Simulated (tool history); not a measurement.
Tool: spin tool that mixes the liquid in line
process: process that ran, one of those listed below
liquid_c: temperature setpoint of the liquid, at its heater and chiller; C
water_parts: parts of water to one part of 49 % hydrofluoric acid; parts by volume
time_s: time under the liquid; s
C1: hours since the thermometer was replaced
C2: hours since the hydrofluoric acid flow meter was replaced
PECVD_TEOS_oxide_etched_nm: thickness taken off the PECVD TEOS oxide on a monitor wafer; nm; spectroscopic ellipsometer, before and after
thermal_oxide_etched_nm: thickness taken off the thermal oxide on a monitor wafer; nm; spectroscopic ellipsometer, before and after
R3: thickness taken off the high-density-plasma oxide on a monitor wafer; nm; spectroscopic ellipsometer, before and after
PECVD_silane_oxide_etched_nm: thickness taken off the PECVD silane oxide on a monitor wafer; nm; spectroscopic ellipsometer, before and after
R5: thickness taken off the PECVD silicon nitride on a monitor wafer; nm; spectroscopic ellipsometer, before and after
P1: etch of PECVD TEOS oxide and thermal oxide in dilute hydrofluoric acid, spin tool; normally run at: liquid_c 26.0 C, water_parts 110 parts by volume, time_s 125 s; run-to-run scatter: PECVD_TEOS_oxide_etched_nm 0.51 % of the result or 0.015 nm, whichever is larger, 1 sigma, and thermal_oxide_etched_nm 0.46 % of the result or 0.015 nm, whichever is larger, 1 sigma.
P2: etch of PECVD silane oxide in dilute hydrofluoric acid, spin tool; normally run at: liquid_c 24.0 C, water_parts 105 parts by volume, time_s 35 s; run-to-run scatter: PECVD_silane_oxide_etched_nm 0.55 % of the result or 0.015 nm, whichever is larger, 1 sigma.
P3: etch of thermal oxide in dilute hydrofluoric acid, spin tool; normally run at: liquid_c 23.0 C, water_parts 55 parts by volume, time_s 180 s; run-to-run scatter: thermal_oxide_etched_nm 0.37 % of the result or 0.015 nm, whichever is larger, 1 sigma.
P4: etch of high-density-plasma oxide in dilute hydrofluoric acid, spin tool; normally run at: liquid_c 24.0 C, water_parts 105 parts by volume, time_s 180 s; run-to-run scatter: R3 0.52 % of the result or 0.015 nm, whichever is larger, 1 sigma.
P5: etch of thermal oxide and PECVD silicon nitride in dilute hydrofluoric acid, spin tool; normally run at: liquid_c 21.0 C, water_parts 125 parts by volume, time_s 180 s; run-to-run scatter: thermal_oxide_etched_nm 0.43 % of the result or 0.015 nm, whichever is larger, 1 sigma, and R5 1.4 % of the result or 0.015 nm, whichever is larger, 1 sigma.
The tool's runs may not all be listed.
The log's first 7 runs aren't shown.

run 8 day=3.246 | process=P2 liquid_c=20.0 water_parts=105 time_s=35 | C1=40.9 C2=699.8 | PECVD_silane_oxide_etched_nm=12.520
run 9 day=3.733 | process=P3 liquid_c=23.0 water_parts=55 time_s=45 | C1=52.6 C2=711.5 | thermal_oxide_etched_nm=4.0143
run 10 day=4.246 | process=P1 liquid_c=26.0 water_parts=110 time_s=125 | C1=64.9 C2=723.8 | PECVD_TEOS_oxide_etched_nm=23.7560 thermal_oxide_etched_nm=5.9192
run 11 day=4.692 | process=P3 liquid_c=30.5 water_parts=55 time_s=180 | C1=75.6 C2=734.5 | thermal_oxide_etched_nm=21.7320
run 12 day=5.158 | process=P4 liquid_c=24.0 water_parts=70 time_s=180 | C1=86.8 C2=745.7 | R3=13.4050
run 13 day=5.629 | process=P3 liquid_c=23.0 water_parts=55 time_s=180 | C1=98.1 C2=757.0 | thermal_oxide_etched_nm=16.0350
run 14 day=5.992 | process=P5 liquid_c=21.0 water_parts=55 time_s=180 | C1=106.8 C2=765.7 | thermal_oxide_etched_nm=14.3080 R5=4.5157
run 15 day=6.371 | process=P1 liquid_c=26.0 water_parts=30 time_s=125 | C1=115.9 C2=774.8 | PECVD_TEOS_oxide_etched_nm=98.0390 thermal_oxide_etched_nm=24.0570
run 16 day=6.842 | process=P5 liquid_c=21.0 water_parts=125 time_s=345 | C1=127.2 C2=786.1 | thermal_oxide_etched_nm=11.0960 R5=3.8838
run 17 day=7.104 | process=P1 liquid_c=19.0 water_parts=110 time_s=125 | C1=133.5 C2=792.4 | PECVD_TEOS_oxide_etched_nm=17.9850 thermal_oxide_etched_nm=4.4286
run 18 day=7.508 | process=P1 liquid_c=31.5 water_parts=110 time_s=125 | C1=143.2 C2=802.1 | PECVD_TEOS_oxide_etched_nm=29.6580 thermal_oxide_etched_nm=7.2482
run 19 day=7.979 | process=P4 liquid_c=31.5 water_parts=105 time_s=180 | C1=154.5 C2=813.4 | R3=11.5100
run 20 day=8.388 | process=P5 liquid_c=21.0 water_parts=125 time_s=180 | C1=164.3 C2=823.2 | thermal_oxide_etched_nm=5.7653 R5=2.0202
run 21 day=8.650 | process=P1 liquid_c=26.0 water_parts=110 time_s=245 | C1=170.6 C2=829.5 | PECVD_TEOS_oxide_etched_nm=46.6520 thermal_oxide_etched_nm=11.5060
run 22 day=8.929 | process=P5 liquid_c=26.5 water_parts=125 time_s=180 | C1=177.3 C2=836.2 | thermal_oxide_etched_nm=7.1367 R5=2.8721
run 23 day=9.267 | process=P3 liquid_c=23.0 water_parts=90 time_s=180 | C1=185.4 C2=844.3 | thermal_oxide_etched_nm=9.3511
run 24 day=9.800 | process=P1 liquid_c=29.5 water_parts=150 time_s=125 | C1=198.2 C2=857.1 | PECVD_TEOS_oxide_etched_nm=18.9360 thermal_oxide_etched_nm=4.6573
run 25 day=10.108 | process=P3 liquid_c=23.0 water_parts=55 time_s=180 | C1=205.6 C2=864.5 | thermal_oxide_etched_nm=16.0190
run 26 day=10.412 | process=P1 liquid_c=26.0 water_parts=110 time_s=125 | C1=212.9 C2=871.8 | PECVD_TEOS_oxide_etched_nm=24.0100 thermal_oxide_etched_nm=5.9373
run 27 day=10.833 | process=P1 liquid_c=26.0 water_parts=110 time_s=125 | C1=223.0 C2=881.9 | PECVD_TEOS_oxide_etched_nm=23.9310 thermal_oxide_etched_nm=5.9236
run 28 day=11.338 | process=P2 liquid_c=24.0 water_parts=105 time_s=50 | C1=235.1 C2=894.0 | PECVD_silane_oxide_etched_nm=20.916

The next listed run, before its measurement:
run 29 day=11.867 | process=P1 liquid_c=26.0 water_parts=190 time_s=125 | C1=247.8 C2=906.7 | PECVD_TEOS_oxide_etched_nm=? thermal_oxide_etched_nm=?

Run 29 gave PECVD_TEOS_oxide_etched_nm 12.4920 nm, thermal_oxide_etched_nm 3.1251 nm.
